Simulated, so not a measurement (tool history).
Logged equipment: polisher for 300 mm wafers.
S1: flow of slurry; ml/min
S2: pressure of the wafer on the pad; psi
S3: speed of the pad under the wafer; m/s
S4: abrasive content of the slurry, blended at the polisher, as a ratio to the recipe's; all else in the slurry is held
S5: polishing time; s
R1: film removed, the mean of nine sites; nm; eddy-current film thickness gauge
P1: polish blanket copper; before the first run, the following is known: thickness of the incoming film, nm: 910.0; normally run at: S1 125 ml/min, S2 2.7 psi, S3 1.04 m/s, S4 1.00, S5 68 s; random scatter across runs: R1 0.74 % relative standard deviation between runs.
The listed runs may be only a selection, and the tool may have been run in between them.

| run | day | S1 | S2 | S3 | S4 | S5 | R1 |
|---|---|---|---|---|---|---|---|
| 1 | 0.775 | 125 | 2.7 | 1.04 | 1.00 | 68 | 169.410 |
| 2 | 1.488 | 125 | 1.5 | 1.04 | 1.00 | 68 | 94.119 |
| 3 | 2.046 | 125 | 2.7 | 1.04 | 0.60 | 68 | 152.080 |
| 4 | 2.788 | 195 | 2.7 | 1.04 | 1.00 | 68 | 183.680 |
| 5 | 3.292 | 125 | 2.7 | 0.48 | 1.00 | 68 | 77.191 |
| 6 | 3.688 | 125 | 2.7 | 1.04 | 1.00 | 68 | 166.570 |
| 7 | 4.125 | 125 | 2.7 | 1.42 | 1.00 | 68 | 233.620 |
| 8 | 4.712 | 75 | 2.7 | 1.04 | 1.00 | 68 | 146.730 |
| 9 | 5.388 | 125 | 2.0 | 1.04 | 1.40 | 68 | 132.720 |
|  | 5.667 | head pressure recalibrated |
| 10 | 5.817 | 125 | 2.7 | 1.04 | 1.00 | 68 | 171.180 |
| 11 | 6.392 | 125 | 2.7 | 1.04 | 1.00 | 68 | 169.340 |
| 12 | 6.854 | 125 | 4.1 | 1.04 | 1.00 | 68 | 258.160 |
| 13 | 7.192 | 125 | 2.7 | 1.04 | 1.00 | 68 | 170.360 |
| 14 | 7.717 | 125 | 2.7 | 1.04 | 1.00 | 33 | 82.084 |
| 15 | 8.458 | 125 | 2.7 | 1.04 | 1.45 | 68 | 182.460 |
| 16 | 9.238 | 125 | 2.7 | 1.04 | 1.00 | 68 | 170.090 |
| 17 | 9.875 | 125 | 2.7 | 1.04 | 1.00 | 100 | 248.460 |
| 18 | 10.362 | 125 | 2.7 | 1.04 | 1.00 | 68 | 170.990 |
| 19 | 11.038 | 125 | 2.7 | 1.04 | 1.00 | 68 | 162.720 |
| 20 | 11.421 | 125 | 2.7 | 1.04 | 1.00 | 68 | 158.340 |
| 21 | 11.825 | 125 | 2.7 | 1.04 | 1.00 | 68 | 156.420 |
| 22 | 12.475 | 125 | 2.7 | 1.04 | 1.00 | 68 | 154.930 |
|  | 12.546 | worn pad replaced by a new one |
| 23 | 12.946 | 125 | 2.7 | 1.04 | 1.00 | 68 | 152.940 |
| 24 | 13.550 | 125 | 2.7 | 1.04 | 1.00 | 68 | 153.240 |
|  | 13.921 | slurry blender recalibrated |
| 25 | 14.058 | 125 | 2.7 | 1.04 | 1.00 | 68 | 153.390 |
| 26 | 14.467 | 125 | 2.7 | 1.04 | 1.00 | 68 | 148.760 |
| 27 | 15.192 | 125 | 2.7 | 1.04 | 1.00 | 68 | 152.240 |
| 28 | 15.542 | 125 | 2.7 | 1.04 | 1.00 | 68 | 149.950 |

The log shows P1 creeping away from where it was. Any of the 2 causes listed here, at the size stated for it, fits the log just as well as the others:
A: slurry flow missing at the pad, % = 36.8
B: head's pressure below its setpoint, % = 10.9
The onset of the drift is placed at about day 10.362.
All other causes, with the reason each is excluded:
removal rate lost through wear of the pad, %: serviced at day 12.546, after the drift had started, without restoring the earlier output
abrasive missing from the slurry, %: serviced at day 13.921, after the drift had started, without restoring the earlier output

Below are 4 check runs, each on a single wafer, with their results shown as question marks. Which of them would tell the listed causes apart, meaning the causes would give clearly different results under it?
| check 1 | 15.892 | 125 | 2.7 | 1.04 | 0.60 | 34 | ? |
| check 2 | 15.892 | 125 | 3.5 | 1.04 | 1.45 | 68 | ? |
| check 3 | 15.892 | 75 | 2.7 | 1.04 | 1.30 | 68 | ? |
| check 4 | 15.892 | 125 | 2.7 | 1.36 | 1.00 | 34 | ? |

Outcome of each check run for each possible cause:
| check | result | if A | if B |
|---|---|---|---|
| check 1 | R1 | 67.589 | 67.569 |
| check 2 | R1 | 211.360 | 211.290 |
| check 3 | R1 | 131.210 | 139.520 |
| check 4 | R1 | 98.277 | 98.247 |
Separation of the two closest causes in each check, using whichever result separates them best: check 1 0.03 %; check 2 0.03 %; check 3 6.14 %; check 4 0.03 %
Check 3 is the one run that separates the causes; every other check would come out nearly the same whichever cause is at work.

Running check 3 produced the following: R1 132.120 nm. Which one of the listed causes fits?

It is A: slurry flow missing at the pad, %.
